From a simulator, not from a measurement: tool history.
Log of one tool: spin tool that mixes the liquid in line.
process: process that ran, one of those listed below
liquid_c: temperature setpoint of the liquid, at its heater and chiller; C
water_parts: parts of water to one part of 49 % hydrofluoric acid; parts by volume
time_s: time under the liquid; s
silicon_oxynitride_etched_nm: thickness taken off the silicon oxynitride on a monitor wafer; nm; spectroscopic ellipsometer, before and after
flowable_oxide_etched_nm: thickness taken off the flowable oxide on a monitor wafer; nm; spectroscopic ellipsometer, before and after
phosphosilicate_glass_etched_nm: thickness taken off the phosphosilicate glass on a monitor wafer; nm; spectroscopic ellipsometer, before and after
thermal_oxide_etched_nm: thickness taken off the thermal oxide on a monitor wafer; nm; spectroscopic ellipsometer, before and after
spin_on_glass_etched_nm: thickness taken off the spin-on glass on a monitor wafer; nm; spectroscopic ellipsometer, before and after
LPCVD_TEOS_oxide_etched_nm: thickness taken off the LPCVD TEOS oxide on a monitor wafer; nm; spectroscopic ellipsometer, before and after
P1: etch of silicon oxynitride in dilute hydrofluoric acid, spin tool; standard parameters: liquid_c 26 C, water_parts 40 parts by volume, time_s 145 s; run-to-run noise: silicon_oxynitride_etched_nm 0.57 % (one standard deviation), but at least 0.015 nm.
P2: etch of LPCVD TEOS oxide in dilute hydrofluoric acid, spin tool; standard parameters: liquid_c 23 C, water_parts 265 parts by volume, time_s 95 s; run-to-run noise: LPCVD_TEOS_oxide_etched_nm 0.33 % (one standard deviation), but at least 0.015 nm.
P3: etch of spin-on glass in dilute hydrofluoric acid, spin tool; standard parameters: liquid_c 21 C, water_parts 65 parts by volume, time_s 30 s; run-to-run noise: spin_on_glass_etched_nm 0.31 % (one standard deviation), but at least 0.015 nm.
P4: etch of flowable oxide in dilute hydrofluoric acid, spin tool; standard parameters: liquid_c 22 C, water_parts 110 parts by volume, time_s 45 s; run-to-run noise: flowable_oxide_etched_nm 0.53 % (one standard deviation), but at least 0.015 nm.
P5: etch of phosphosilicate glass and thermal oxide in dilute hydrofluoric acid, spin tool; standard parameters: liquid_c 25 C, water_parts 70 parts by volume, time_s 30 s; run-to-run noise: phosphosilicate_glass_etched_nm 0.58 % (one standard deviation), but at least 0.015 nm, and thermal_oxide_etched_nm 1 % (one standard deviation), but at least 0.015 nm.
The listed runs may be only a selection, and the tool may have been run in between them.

run,day,process,liquid_c,water_parts,time_s,silicon_oxynitride_etched_nm,flowable_oxide_etched_nm,phosphosilicate_glass_etched_nm,thermal_oxide_etched_nm,spin_on_glass_etched_nm,LPCVD_TEOS_oxide_etched_nm
1,0.204,P1,26,40,145,20.07,,,,,
2,0.567,P1,26,40,145,19.904,,,,,
3,0.942,P4,22,110,45,,21.031,,,,
4,1.108,P1,34,70,145,16.151,,,,,
5,1.433,P1,31,40,145,25.288,,,,,
6,1.738,P1,26,40,145,20.099,,,,,
7,2.1,P5,25,70,30,,,67.19,2.1628,,
8,2.421,P3,21,20,30,,,,,59.409,
9,2.796,P1,26,40,70,9.7614,,,,,
10,2.996,P4,22,110,45,,20.862,,,,
11,3.162,P3,21,65,30,,,,,17.297,
12,3.479,P1,26,55,145,14.462,,,,,
13,3.675,P5,25,70,15,,,33.68,1.0921,,
14,4.012,P3,17,65,30,,,,,14.544,
15,4.208,P4,22,110,85,,39.116,,,,
16,4.396,P2,23,465,95,,,,,,7.5957
17,4.725,P1,26,40,145,19.998,,,,,
18,5.1,P3,21,65,15,,,,,8.6839,
19,5.467,P1,30.5,20,145,50.388,,,,,
20,5.708,P2,23,265,15,,,,,,2.5001
21,5.908,P4,17,110,45,,17.063,,,,
22,6.212,P2,18.5,265,95,,,,,,13.388
23,6.462,P4,22,25,45,,103.32,,,,
24,6.692,P1,26,20,145,40.765,,,,,
25,7.008,P2,23,265,95,,,,,,15.906

Run 26 has not been measured yet. What should we expect?
26,7.183,P5,31,70,30,,,?,?,,

{"run 26": {"phosphosilicate_glass_etched_nm": 84.227, "thermal_oxide_etched_nm": 2.7636}}
